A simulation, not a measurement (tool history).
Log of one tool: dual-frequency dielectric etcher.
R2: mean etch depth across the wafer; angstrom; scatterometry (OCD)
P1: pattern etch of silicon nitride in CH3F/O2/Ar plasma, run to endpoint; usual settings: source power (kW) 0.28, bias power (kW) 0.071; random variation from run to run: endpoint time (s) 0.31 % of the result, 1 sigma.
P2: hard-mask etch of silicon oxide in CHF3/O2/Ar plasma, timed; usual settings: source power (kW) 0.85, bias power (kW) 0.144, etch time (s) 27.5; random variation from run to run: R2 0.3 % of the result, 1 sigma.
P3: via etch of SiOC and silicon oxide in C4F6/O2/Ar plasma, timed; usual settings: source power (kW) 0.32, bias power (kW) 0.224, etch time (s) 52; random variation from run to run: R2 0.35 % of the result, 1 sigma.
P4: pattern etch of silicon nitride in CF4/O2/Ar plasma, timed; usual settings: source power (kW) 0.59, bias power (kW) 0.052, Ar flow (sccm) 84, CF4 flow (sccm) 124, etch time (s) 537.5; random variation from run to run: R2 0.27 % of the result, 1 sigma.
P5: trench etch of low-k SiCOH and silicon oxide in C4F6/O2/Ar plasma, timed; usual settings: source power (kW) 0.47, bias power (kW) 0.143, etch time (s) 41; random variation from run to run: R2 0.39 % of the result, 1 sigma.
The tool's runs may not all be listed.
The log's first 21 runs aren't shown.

run 22 hour=85.7 | process_that_ran=P5 source_power_(kW)=0.63 bias_power_(kW)=0.143 etch_time_(s)=41 | R2=1469.4
run 23 hour=88.6 | process_that_ran=P4 source_power_(kW)=0.59 bias_power_(kW)=0.052 etch_time_(s)=537.5 Ar_flow_(sccm)=84 CF4_flow_(sccm)=124 | R2=13178
run 24 hour=91.3 | process_that_ran=P5 source_power_(kW)=0.47 bias_power_(kW)=0.143 etch_time_(s)=41 | R2=1308.2
run 25 hour=96 | process_that_ran=P1 source_power_(kW)=0.19 bias_power_(kW)=0.053 | endpoint_time_(s)=97.31
run 26 hour=99.5 | process_that_ran=P2 source_power_(kW)=0.85 bias_power_(kW)=0.105 etch_time_(s)=27.5 | R2=516.91
run 27 hour=104.1 | process_that_ran=P4 source_power_(kW)=0.59 bias_power_(kW)=0.052 etch_time_(s)=537.5 Ar_flow_(sccm)=84 CF4_flow_(sccm)=86 | R2=12618
run 28 hour=108.2 | process_that_ran=P5 source_power_(kW)=0.47 bias_power_(kW)=0.143 etch_time_(s)=41 | R2=1297.8
run 29 hour=112.4 | process_that_ran=P1 source_power_(kW)=0.28 bias_power_(kW)=0.071 | endpoint_time_(s)=76.098
run 30 hour=117.8 | process_that_ran=P3 source_power_(kW)=0.32 bias_power_(kW)=0.224 etch_time_(s)=52 | R2=562.7

Run 31 comes next. What will it give?
run 31 hour=122.5 | process_that_ran=P1 source_power_(kW)=0.37 bias_power_(kW)=0.071 | endpoint_time_(s)=?

{"run 31": {"endpoint time (s)": 68.363}}
